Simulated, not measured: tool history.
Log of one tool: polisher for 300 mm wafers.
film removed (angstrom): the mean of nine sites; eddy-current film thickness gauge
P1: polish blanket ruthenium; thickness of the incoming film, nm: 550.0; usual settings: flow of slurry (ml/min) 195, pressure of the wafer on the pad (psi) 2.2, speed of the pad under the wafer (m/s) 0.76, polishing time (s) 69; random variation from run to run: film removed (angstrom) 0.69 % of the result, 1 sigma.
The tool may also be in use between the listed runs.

run,day,flow of slurry (ml/min),pressure of the wafer on the pad (psi),speed of the pad under the wafer (m/s),polishing time (s),film removed (angstrom)
1,0.579,195,2.2,0.76,69,573.21
2,1.225,260,2.2,0.76,69,595.91
3,1.821,195,1.1,0.76,69,290.03
4,2.225,195,2.2,0.76,36,302.03
5,3.008,195,2.2,0.34,69,257.43
6,3.583,115,2.2,0.76,69,525.70
7,4.046,195,2.2,0.76,69,571.58
8,4.575,195,1.1,0.76,44,182.52
9,5.271,195,2.2,0.76,69,573.73
10,5.908,195,2.2,1.18,69,891.53
11,6.450,195,2.2,0.76,109,906.98
12,6.958,195,2.2,0.76,69,575.11
13,7.688,195,2.2,0.76,69,575.96
14,8.042,195,3.4,0.76,69,888.92
15,8.492,195,2.2,0.76,69,576.70
16,9.238,195,2.2,0.76,69,553.60
17,9.654,195,2.2,0.76,69,548.51
18,10.433,195,2.2,0.76,69,545.35
19,11.062,195,2.2,0.76,69,537.28
# day 11.700: worn pad replaced by a new one
20,11.829,195,2.2,0.76,69,542.61
21,12.217,195,2.2,0.76,69,540.73

The next listed run, before its measurement:
22,12.983,195,2.2,0.76,69,?

{"run 22": {"film removed (angstrom)": 539.77}}
